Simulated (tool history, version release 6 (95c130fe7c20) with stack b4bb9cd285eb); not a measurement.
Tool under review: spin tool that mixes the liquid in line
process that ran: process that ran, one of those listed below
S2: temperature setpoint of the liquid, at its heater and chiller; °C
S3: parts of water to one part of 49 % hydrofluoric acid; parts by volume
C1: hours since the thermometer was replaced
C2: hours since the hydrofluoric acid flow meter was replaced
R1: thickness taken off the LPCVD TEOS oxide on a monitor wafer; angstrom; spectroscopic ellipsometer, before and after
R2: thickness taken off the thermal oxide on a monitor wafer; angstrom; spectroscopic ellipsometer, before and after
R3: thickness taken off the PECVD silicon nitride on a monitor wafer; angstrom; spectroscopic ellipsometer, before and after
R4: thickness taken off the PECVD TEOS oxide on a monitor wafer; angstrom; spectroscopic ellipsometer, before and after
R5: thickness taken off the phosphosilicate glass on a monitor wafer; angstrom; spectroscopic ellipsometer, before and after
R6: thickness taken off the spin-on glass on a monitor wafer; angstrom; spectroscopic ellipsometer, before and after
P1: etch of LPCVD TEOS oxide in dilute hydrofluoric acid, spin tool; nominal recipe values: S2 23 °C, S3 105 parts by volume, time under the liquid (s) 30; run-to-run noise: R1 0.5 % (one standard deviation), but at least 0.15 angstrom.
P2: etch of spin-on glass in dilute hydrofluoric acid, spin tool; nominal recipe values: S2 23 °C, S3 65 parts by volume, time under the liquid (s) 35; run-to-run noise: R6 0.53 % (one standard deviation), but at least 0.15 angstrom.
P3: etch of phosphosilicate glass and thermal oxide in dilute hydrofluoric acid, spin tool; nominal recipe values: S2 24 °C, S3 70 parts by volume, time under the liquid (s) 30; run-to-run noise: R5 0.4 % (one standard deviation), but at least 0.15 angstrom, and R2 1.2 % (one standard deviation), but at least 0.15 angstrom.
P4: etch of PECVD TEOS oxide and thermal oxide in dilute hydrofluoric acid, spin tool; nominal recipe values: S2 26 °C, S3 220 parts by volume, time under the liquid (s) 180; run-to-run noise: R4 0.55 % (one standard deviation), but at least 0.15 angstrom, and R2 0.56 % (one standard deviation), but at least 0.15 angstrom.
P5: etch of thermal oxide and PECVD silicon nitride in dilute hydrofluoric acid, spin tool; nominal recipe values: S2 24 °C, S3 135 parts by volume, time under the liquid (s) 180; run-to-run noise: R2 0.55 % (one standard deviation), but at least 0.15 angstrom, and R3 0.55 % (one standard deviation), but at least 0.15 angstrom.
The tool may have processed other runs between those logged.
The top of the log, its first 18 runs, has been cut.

{"run": 19, "hour": 78.3, "process that ran": "P1", "S2": 23, "S3": 105, "time under the liquid (s)": 30, "C1": 742.6, "C2": 1777.7, "R1": 122.34}
{"run": 20, "hour": 81.5, "process that ran": "P4", "S2": 26, "S3": 220, "time under the liquid (s)": 180, "C1": 745.8, "C2": 1780.9, "R2": 35.175, "R4": 79.325}
{"run": 21, "hour": 85.3, "process that ran": "P4", "S2": 26, "S3": 220, "time under the liquid (s)": 180, "C1": 749.6, "C2": 1784.7, "R2": 35.491, "R4": 79.582}
{"run": 22, "hour": 89.9, "process that ran": "P3", "S2": 24, "S3": 70, "time under the liquid (s)": 30, "C1": 754.2, "C2": 1789.3, "R2": 21.168, "R5": 738.51}
{"run": 23, "hour": 92.8, "process that ran": "P1", "S2": 23, "S3": 60, "time under the liquid (s)": 30, "C1": 757.1, "C2": 1792.2, "R1": 225.71}
{"run": 24, "hour": 96.7, "process that ran": "P5", "S2": 24, "S3": 135, "time under the liquid (s)": 335, "C1": 761, "C2": 1796.1, "R2": 111.14, "R3": 75.208}
{"run": 25, "hour": 99.7, "process that ran": "P2", "S2": 23, "S3": 65, "time under the liquid (s)": 35, "C1": 764, "C2": 1799.1, "R6": 231.22}
{"run": 26, "hour": 103.6, "process that ran": "P5", "S2": 28.5, "S3": 135, "time under the liquid (s)": 180, "C1": 767.9, "C2": 1803, "R2": 70.64, "R3": 54.245}
{"run": 27, "hour": 108.6, "process that ran": "P1", "S2": 17.5, "S3": 105, "time under the liquid (s)": 30, "C1": 772.9, "C2": 1808, "R1": 98.143}
{"run": 28, "hour": 112.1, "process that ran": "P1", "S2": 23, "S3": 105, "time under the liquid (s)": 15, "C1": 776.4, "C2": 1811.5, "R1": 60.993}
{"run": 29, "hour": 115.2, "process that ran": "P2", "S2": 23, "S3": 20, "time under the liquid (s)": 35, "C1": 779.5, "C2": 1814.6, "R6": 796.46}
{"run": 30, "hour": 118.0, "process that ran": "P1", "S2": 23, "S3": 105, "time under the liquid (s)": 30, "C1": 782.3, "C2": 1817.4, "R1": 121.39}
{"run": 31, "hour": 122.0, "process that ran": "P1", "S2": 23, "S3": 180, "time under the liquid (s)": 30, "C1": 786.3, "C2": 1821.4, "R1": 65.755}
{"run": 32, "hour": 126.3, "process that ran": "P3", "S2": 24, "S3": 125, "time under the liquid (s)": 30, "C1": 790.6, "C2": 1825.7, "R2": 10.519, "R5": 389.47}
{"run": 33, "hour": 130.3, "process that ran": "P1", "S2": 23, "S3": 105, "time under the liquid (s)": 30, "C1": 794.6, "C2": 1829.7, "R1": 122.55}
{"run": 34, "hour": 134.1, "process that ran": "P1", "S2": 23, "S3": 105, "time under the liquid (s)": 30, "C1": 798.4, "C2": 1833.5, "R1": 121.4}

Run 35 has not been measured yet. What should we expect?
{"run": 35, "hour": 136.4, "process that ran": "P1", "S2": 23, "S3": 105, "time under the liquid (s)": 30, "C1": 800.7, "C2": 1835.8, "R1": "?"}

R1: 118.97 angstrom
